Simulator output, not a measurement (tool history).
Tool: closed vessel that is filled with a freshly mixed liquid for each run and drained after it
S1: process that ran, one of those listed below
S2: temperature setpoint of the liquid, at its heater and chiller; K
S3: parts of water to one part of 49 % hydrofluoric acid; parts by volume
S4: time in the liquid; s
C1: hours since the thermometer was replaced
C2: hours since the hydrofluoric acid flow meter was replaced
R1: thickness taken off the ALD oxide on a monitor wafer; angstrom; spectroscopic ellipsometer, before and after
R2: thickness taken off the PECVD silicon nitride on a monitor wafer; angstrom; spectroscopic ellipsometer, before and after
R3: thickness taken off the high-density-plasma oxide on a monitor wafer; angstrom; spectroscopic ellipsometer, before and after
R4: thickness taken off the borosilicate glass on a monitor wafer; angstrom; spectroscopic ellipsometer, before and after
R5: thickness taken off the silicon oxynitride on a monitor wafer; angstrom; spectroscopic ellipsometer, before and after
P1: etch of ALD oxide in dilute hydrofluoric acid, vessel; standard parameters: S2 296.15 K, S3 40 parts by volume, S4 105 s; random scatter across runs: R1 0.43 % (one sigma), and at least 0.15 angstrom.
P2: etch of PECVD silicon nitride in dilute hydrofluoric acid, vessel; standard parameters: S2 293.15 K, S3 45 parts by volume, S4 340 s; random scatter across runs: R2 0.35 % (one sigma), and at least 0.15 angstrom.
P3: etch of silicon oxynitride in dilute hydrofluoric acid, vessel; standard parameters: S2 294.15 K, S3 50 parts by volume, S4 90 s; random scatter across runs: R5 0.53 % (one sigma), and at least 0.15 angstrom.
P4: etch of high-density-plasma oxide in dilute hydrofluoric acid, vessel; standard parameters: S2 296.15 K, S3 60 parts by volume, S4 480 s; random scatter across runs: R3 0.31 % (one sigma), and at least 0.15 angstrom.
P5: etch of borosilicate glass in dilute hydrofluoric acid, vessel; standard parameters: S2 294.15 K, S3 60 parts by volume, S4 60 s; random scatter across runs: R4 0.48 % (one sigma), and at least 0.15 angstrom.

Run 1, hour 9.8: S1 P1, S2 296.15 K, S3 40 parts by volume, S4 105 s; C1 1025; C2 580.2. Result: R1 288.66 angstrom.
Run 2, hour 20.3: S1 P1, S2 290.15 K, S3 40 parts by volume, S4 205 s; C1 1035.5; C2 590.7. Result: R1 437.72 angstrom.
Run 3, hour 30.2: S1 P1, S2 296.15 K, S3 40 parts by volume, S4 105 s; C1 1045.4; C2 600.6. Result: R1 286.34 angstrom.
Run 4, hour 41: S1 P2, S2 293.15 K, S3 45 parts by volume, S4 95 s; C1 1056.2; C2 611.4. Result: R2 71.263 angstrom.
Run 5, hour 52.4: S1 P2, S2 293.15 K, S3 45 parts by volume, S4 340 s; C1 1067.6; C2 622.8. Result: R2 256.67 angstrom.
Run 6, hour 65.1: S1 P1, S2 296.15 K, S3 40 parts by volume, S4 210 s; C1 1080.3; C2 635.5. Result: R1 582.12 angstrom.
Run 7, hour 74: S1 P4, S2 303.15 K, S3 60 parts by volume, S4 480 s; C1 1089.2; C2 644.4. Result: R3 526.75 angstrom.
Run 8, hour 85.2: S1 P1, S2 296.15 K, S3 20 parts by volume, S4 105 s; C1 1100.4; C2 655.6. Result: R1 593.67 angstrom.
Run 9, hour 96.9: S1 P2, S2 293.15 K, S3 20 parts by volume, S4 340 s; C1 1112.1; C2 667.3. Result: R2 558.49 angstrom.
Run 10, hour 108.5: S1 P1, S2 290.65 K, S3 40 parts by volume, S4 105 s; C1 1123.7; C2 678.9. Result: R1 229.04 angstrom.
Run 11, hour 120.9: S1 P1, S2 301.65 K, S3 40 parts by volume, S4 105 s; C1 1136.1; C2 691.3. Result: R1 359.26 angstrom.
Run 12, hour 132.8: S1 P4, S2 296.15 K, S3 110 parts by volume, S4 480 s; C1 1148; C2 703.2. Result: R3 206.19 angstrom.
Run 13, hour 144.9: S1 P1, S2 296.15 K, S3 40 parts by volume, S4 105 s; C1 1160.1; C2 715.3. Result: R1 290.38 angstrom.
Run 14, hour 154.3: S1 P5, S2 294.15 K, S3 60 parts by volume, S4 60 s; C1 1169.5; C2 724.7. Result: R4 286.52 angstrom.
Run 15, hour 160.1: S1 P4, S2 296.15 K, S3 60 parts by volume, S4 480 s; C1 1175.3; C2 730.5. Result: R3 399.34 angstrom.
Run 16, hour 171.1: S1 P3, S2 294.15 K, S3 50 parts by volume, S4 165 s; C1 1186.3; C2 741.5. Result: R5 95.349 angstrom.
Run 17, hour 179.1: S1 P1, S2 296.15 K, S3 40 parts by volume, S4 40 s; C1 1194.3; C2 749.5. Result: R1 110.33 angstrom.
Run 18, hour 188.6: S1 P2, S2 301.15 K, S3 45 parts by volume, S4 340 s; C1 1203.8; C2 759. Result: R2 438.02 angstrom.
Run 19, hour 195.8: S1 P3, S2 294.15 K, S3 90 parts by volume, S4 90 s; C1 1211; C2 766.2. Result: R5 28.151 angstrom.
Run 20, hour 202.3: S1 P1, S2 296.15 K, S3 40 parts by volume, S4 105 s; C1 1217.5; C2 772.7. Result: R1 288.84 angstrom.
Run 21, hour 210.4: S1 P5, S2 294.15 K, S3 60 parts by volume, S4 60 s; C1 1225.6; C2 780.8. Result: R4 283.36 angstrom.
Run 22, hour 222.7: S1 P2, S2 293.15 K, S3 45 parts by volume, S4 340 s; C1 1237.9; C2 793.1. Result: R2 254.48 angstrom.
Run 23, hour 233.5: S1 P1, S2 296.15 K, S3 70 parts by volume, S4 55 s; C1 1248.7; C2 803.9. Result: R1 83.229 angstrom.
Run 24, hour 240.8: S1 P1, S2 296.15 K, S3 55 parts by volume, S4 105 s; C1 1256; C2 811.2. Result: R1 205.45 angstrom.
Run 25, hour 250.1: S1 P5, S2 294.15 K, S3 20 parts by volume, S4 60 s; C1 1265.3; C2 820.5. Result: R4 901.25 angstrom.
Run 26, hour 255.9: S1 P3, S2 301.65 K, S3 50 parts by volume, S4 90 s; C1 1271.1; C2 826.3. Result: R5 75.233 angstrom.
Run 27, hour 269.2: S1 P4, S2 296.15 K, S3 60 parts by volume, S4 480 s; C1 1284.4; C2 839.6. Result: R3 401.03 angstrom.
Run 28, hour 276.1: S1 P5, S2 294.15 K, S3 60 parts by volume, S4 120 s; C1 1291.3; C2 846.5. Result: R4 579.2 angstrom.
Run 29, hour 284.5: S1 P1, S2 303.65 K, S3 60 parts by volume, S4 105 s; C1 1299.7; C2 854.9. Result: R1 253.38 angstrom.
Run 30, hour 294.6: S1 P5, S2 301.15 K, S3 60 parts by volume, S4 60 s; C1 1309.8; C2 865. Result: R4 379.72 angstrom.
Run 31, hour 307.9: S1 P4, S2 296.15 K, S3 60 parts by volume, S4 30 s; C1 1323.1; C2 878.3. Result: R3 25.075 angstrom.
Run 32, hour 321.1: S1 P1, S2 296.15 K, S3 40 parts by volume, S4 105 s; C1 1336.3; C2 891.5. Result: R1 288.58 angstrom.
Run 33, hour 334.4: S1 P3, S2 294.15 K, S3 50 parts by volume, S4 90 s; C1 1349.6; C2 904.8. Result: R5 52.681 angstrom.
Run 34, hour 343.3: S1 P1, S2 296.15 K, S3 40 parts by volume, S4 105 s; C1 1358.5; C2 913.7. Result: R1 287.82 angstrom.
Run 35, hour 355.9: S1 P1, S2 296.15 K, S3 40 parts by volume, S4 105 s; C1 1371.1; C2 926.3. Result: R1 279.31 angstrom.
Run 36, hour 363.9: S1 P1, S2 296.15 K, S3 40 parts by volume, S4 105 s; C1 1379.1; C2 934.3. Result: R1 274.7 angstrom.
Run 37, hour 373.5: S1 P1, S2 296.15 K, S3 40 parts by volume, S4 105 s; C1 1388.7; C2 943.9. Result: R1 275.99 angstrom.
Run 38, hour 384.3: S1 P1, S2 296.15 K, S3 40 parts by volume, S4 105 s; C1 1399.5; C2 954.7. Result: R1 269.92 angstrom.
Run 39, hour 390.7: S1 P1, S2 296.15 K, S3 40 parts by volume, S4 105 s; C1 1405.9; C2 961.1. Result: R1 270.3 angstrom.
Run 40, hour 403.4: S1 P1, S2 296.15 K, S3 40 parts by volume, S4 105 s; C1 1418.6; C2 973.8. Result: R1 269.01 angstrom.
Run 41, hour 413.8: S1 P1, S2 296.15 K, S3 40 parts by volume, S4 105 s; C1 1429; C2 984.2. Result: R1 268.92 angstrom.
Run 42, hour 426.5: S1 P1, S2 296.15 K, S3 40 parts by volume, S4 105 s; C1 1441.7; C2 996.9. Result: R1 268.54 angstrom.

Something has made what P1 gives creep away from where it was; the 2 causes below, each at its own stated size, fit the log equally well:
A: liquid colder than its thermometer reads (K) = 1.67
B: hydrofluoric acid flow below the setpoint (%) = 6.42
At approximately hour 343.3, the process output began to creep.

Of the 4 check runs listed below, each run on one wafer and each result written as a question mark, which would let you distinguish the listed causes because they would give clearly different results?
Run check 1, hour 439.2: S1 P2, S2 293.15 K, S3 45 parts by volume, S4 120 s. Result: R2 ?.
Run check 2, hour 439.2: S1 P5, S2 294.15 K, S3 20 parts by volume, S4 60 s. Result: R4 ?.
Run check 3, hour 439.2: S1 P4, S2 296.15 K, S3 100 parts by volume, S4 230 s. Result: R3 ?.
Run check 4, hour 439.2: S1 P3, S2 297.65 K, S3 50 parts by volume, S4 150 s. Result: R5 ?.

What every check run would give for each of its results, assuming each possible cause in turn:
  check  result    if A    if B
check 1      R2  80.209  84.531
check 2      R4  840.38  844.19
check 3      R3  102.46  101.72
check 4      R5   95.55  96.748
Distance between the nearest two causes, measured in the result of the check that separates them most: check 1 5.25 %; check 2 0.45 %; check 3 0.73 %; check 4 1.25 %
Check 1 distinguishes between the causes, while the remaining checks would return nearly the same result for all of them.

With check 1 done, the readings were: R2 84.806 angstrom. Identify which of the listed causes applies.

It was cause B: hydrofluoric acid flow below the setpoint (%).
